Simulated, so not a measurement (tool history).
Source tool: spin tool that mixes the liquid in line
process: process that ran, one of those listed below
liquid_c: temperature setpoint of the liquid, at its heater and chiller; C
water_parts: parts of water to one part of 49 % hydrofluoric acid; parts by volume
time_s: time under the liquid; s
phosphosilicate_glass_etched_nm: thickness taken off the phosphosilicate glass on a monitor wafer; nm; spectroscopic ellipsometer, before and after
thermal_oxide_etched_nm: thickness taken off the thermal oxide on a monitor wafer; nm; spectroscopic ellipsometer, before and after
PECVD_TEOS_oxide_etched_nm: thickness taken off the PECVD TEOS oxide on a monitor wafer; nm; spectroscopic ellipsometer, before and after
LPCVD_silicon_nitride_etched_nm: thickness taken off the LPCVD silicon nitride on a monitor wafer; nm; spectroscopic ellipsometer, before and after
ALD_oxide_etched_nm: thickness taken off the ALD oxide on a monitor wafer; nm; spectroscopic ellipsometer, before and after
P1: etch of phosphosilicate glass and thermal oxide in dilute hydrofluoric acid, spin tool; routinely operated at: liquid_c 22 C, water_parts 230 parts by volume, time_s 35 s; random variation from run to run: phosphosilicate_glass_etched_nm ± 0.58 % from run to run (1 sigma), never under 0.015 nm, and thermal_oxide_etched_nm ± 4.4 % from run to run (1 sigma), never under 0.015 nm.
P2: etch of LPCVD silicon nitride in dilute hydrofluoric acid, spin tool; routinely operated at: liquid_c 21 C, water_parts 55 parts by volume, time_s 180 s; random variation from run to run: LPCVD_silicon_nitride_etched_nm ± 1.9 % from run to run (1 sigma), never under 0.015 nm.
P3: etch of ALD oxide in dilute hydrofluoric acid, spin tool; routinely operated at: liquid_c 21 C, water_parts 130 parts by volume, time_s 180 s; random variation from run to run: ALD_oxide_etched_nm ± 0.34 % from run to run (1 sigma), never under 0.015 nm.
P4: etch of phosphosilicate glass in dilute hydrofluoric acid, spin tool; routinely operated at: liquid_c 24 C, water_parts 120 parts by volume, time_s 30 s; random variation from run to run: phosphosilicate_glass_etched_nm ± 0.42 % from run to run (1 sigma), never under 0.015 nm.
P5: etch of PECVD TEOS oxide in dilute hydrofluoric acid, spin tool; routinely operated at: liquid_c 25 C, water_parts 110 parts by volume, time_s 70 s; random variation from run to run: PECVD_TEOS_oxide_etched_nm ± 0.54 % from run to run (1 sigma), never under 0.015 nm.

run   hour  process  liquid_c  water_parts  time_s  hours since the thermometer was replaced  hours since the hydrofluoric acid flow meter was replaced  phosphosilicate_glass_etched_nm  thermal_oxide_etched_nm  PECVD_TEOS_oxide_etched_nm  LPCVD_silicon_nitride_etched_nm  ALD_oxide_etched_nm
  1    7.6       P1        22          230      35                                     356.6                                                      647.1                          15.2690                  0.55035
  2   16.7       P1        22          230      35                                     365.7                                                      656.2                          15.2530                  0.60375
  3   26.5       P5        25          165      70                                     375.5                                                      666.0                                                                               10.4300
  4   35.2       P1        17          230      35                                     384.2                                                      674.7                          12.6120                  0.49351
  5   44.8       P2        21           55     180                                     393.8                                                      684.3                                                                                                                1.20050
  6   53.5       P1        22          230      35                                     402.5                                                      693.0                          15.2290                  0.61255
  7   58.9       P5        25          110      70                                     407.9                                                      698.4                                                                               16.5350
  8   65.2       P4        17          120      30                                     414.2                                                      704.7                          31.0620
  9   72.6       P1        22          230      65                                     421.6                                                      712.1                          28.3490                  1.16630
 10   79.8       P4        24          120      30                                     428.8                                                      719.3                          40.9490
 11   84.9       P1        22          320      35                                     433.9                                                      724.4                          10.0770                  0.34937
 12   93.2       P3        29          130     180                                     442.2                                                      732.7                                                                                                                                     21.7020
 13  103.1       P5        25          110      70                                     452.1                                                      742.6                                                                               16.6240
 14  109.2       P2        21           30     180                                     458.2                                                      748.7                                                                                                                2.10920
 15  120.4       P4        24          120      15                                     469.4                                                      759.9                          20.3480
 16  129.3       P1        22          230      15                                     478.3                                                      768.8                           6.5317                  0.22706
 17  135.2       P1        22          230      35                                     484.2                                                      774.7                          15.0350                  0.57467
 18  145.0       P1        22          100      35                                     494.0                                                      784.5                          40.3170                  1.49620
 19  152.2       P1        17          230      15                                     501.2                                                      791.7                           5.4358                  0.21332
 20  160.3       P5        30          110      70                                     509.3                                                      799.8                                                                               19.8520
 21  166.7       P3        21          130     180                                     515.7                                                      806.2                                                                                                                                     16.1470
 22  173.9       P2        21           55     365                                     522.9                                                      813.4                                                                                                                2.34110
 23  185.6       P2        17           55     180                                     534.6                                                      825.1                                                                                                                0.87758
 24  195.9       P4        24          120      30                                     544.9                                                      835.4                          40.5830
 25  207.2       P3        21          130     180                                     556.2                                                      846.7                                                                                                                                     16.0780
 26  218.5       P1        17          105      35                                     567.5                                                      858.0                          31.2910                  1.24500
 27  225.3       P1        29          325      35                                     574.3                                                      864.8                          12.3840                  0.49563
 28  230.9       P4        24          185      30                                     579.9                                                      870.4                          24.6570
 29  240.2       P3        21          235     180                                     589.2                                                      879.7                                                                                                                                      7.9663
 30  245.4       P1        30          230      35                                     594.4                                                      884.9                          20.2370                  0.71042
 31  252.7       P5        25          110      25                                     601.7                                                      892.2                                                                                5.9066

Expected results for the next run?
 32  264.2       P1        22          230      35                                     613.2                                                      903.7                                ?                        ?

{"run 32": {"phosphosilicate_glass_etched_nm": 15.247, "thermal_oxide_etched_nm": 0.56401}}
